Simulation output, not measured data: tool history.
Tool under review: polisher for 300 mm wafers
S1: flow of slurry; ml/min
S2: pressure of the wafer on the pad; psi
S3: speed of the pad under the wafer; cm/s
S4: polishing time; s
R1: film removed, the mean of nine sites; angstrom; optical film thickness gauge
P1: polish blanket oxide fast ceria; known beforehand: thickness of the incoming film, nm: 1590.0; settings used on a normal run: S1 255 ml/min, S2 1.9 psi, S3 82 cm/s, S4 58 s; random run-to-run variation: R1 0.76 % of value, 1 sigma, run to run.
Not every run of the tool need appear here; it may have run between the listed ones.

run 1 hour=10.5 | S1=255 S2=1.9 S3=82 S4=58 | R1=5129.8
run 2 hour=18.0 | S1=375 S2=1.9 S3=82 S4=58 | R1=5320.8
run 3 hour=28.1 | S1=255 S2=1.9 S3=82 S4=58 | R1=5119.0
run 4 hour=37.0 | S1=255 S2=3.0 S3=40 S4=58 | R1=3945.7
run 5 hour=47.0 | S1=255 S2=2.9 S3=82 S4=58 | R1=7908.0
run 6 hour=56.7 | S1=255 S2=1.9 S3=82 S4=58 | R1=5118.0
run 7 hour=67.5 | S1=255 S2=1.9 S3=112 S4=58 | R1=7001.1
run 8 hour=77.4 | S1=155 S2=1.9 S3=54 S4=58 | R1=3160.9
run 9 hour=86.3 | S1=255 S2=1.9 S3=82 S4=58 | R1=5086.8
run 10 hour=92.0 | S1=255 S2=1.0 S3=82 S4=58 | R1=2745.9
run 11 hour=97.9 | S1=255 S2=1.2 S3=82 S4=81 | R1=4522.3
run 12 hour=108.0 | S1=255 S2=1.9 S3=82 S4=58 | R1=5152.8
run 13 hour=118.0 | S1=155 S2=1.9 S3=82 S4=58 | R1=4801.2
run 14 hour=128.3 | S1=255 S2=1.9 S3=42 S4=58 | R1=2654.2
run 15 hour=136.6 | S1=255 S2=1.9 S3=82 S4=91 | R1=8196.2
run 16 hour=143.9 | S1=255 S2=1.9 S3=82 S4=42 | R1=3774.4
-- hour=144.7 head pressure recalibrated
run 17 hour=150.9 | S1=255 S2=1.9 S3=82 S4=58 | R1=5159.7
run 18 hour=160.7 | S1=255 S2=1.9 S3=82 S4=58 | R1=5178.9
run 19 hour=169.4 | S1=255 S2=1.9 S3=82 S4=58 | R1=5068.4
run 20 hour=179.6 | S1=255 S2=1.9 S3=82 S4=58 | R1=4935.0
run 21 hour=188.9 | S1=255 S2=1.9 S3=82 S4=58 | R1=4963.9
run 22 hour=198.1 | S1=255 S2=1.9 S3=82 S4=58 | R1=4902.6
-- hour=198.2 worn pad replaced by a new one
run 23 hour=207.1 | S1=255 S2=1.9 S3=82 S4=58 | R1=4903.3
run 24 hour=212.0 | S1=255 S2=1.9 S3=82 S4=58 | R1=4902.0
run 25 hour=221.8 | S1=255 S2=1.9 S3=82 S4=58 | R1=4912.6
run 26 hour=229.6 | S1=255 S2=1.9 S3=82 S4=58 | R1=4820.3
run 27 hour=235.8 | S1=255 S2=1.9 S3=82 S4=58 | R1=4901.8
run 28 hour=244.8 | S1=255 S2=1.9 S3=82 S4=58 | R1=4876.1

The output of P1 has drifted from where it used to be. Each of the 2 causes below, taken at the size shown beside it, accounts for the log equally well:
A: head's pressure below its setpoint, % = 5.5
B: slurry flow missing at the pad, % = 35.2
Creep in the process output first set in at about hour 160.7.
All other causes, with the reason each is excluded:
removal rate lost through wear of the pad, %: its service at hour 198.2 followed the start of the drift and did not put the process back to its old value

The 4 check runs listed below each average the results of 3 wafers, and their outcomes are marked with question marks. Under which run would the listed causes produce clearly different results?
run check 1 hour=253.8 | S1=255 S2=1.9 S3=98 S4=44 | R1=?
run check 2 hour=253.8 | S1=255 S2=2.8 S3=82 S4=81 | R1=?
run check 3 hour=253.8 | S1=255 S2=1.9 S3=42 S4=58 | R1=?
run check 4 hour=253.8 | S1=155 S2=1.9 S3=82 S4=58 | R1=?

What every check run would give for each of its results, assuming each possible cause in turn:
check=check_1 result=R1 if_A=4404.5 if_B=4404.3
check=check_2 result=R1 if_A=9998.2 if_B=9997.7
check=check_3 result=R1 if_A=2488.3 if_B=2488.1
check=check_4 result=R1 if_A=4542.8 if_B=4394.8
Smallest distance between any two causes, each pair judged by its most separating result, in per cent: check 1 0 %; check 2 0 %; check 3 0 %; check 4 3.31 %
The causes can be told apart only by check 4. The other checks would give nearly the same results under each of them.

After running check 4, the following was obtained: R1 4390.6 angstrom. Which cause does this point to?

It is B: slurry flow missing at the pad, %.

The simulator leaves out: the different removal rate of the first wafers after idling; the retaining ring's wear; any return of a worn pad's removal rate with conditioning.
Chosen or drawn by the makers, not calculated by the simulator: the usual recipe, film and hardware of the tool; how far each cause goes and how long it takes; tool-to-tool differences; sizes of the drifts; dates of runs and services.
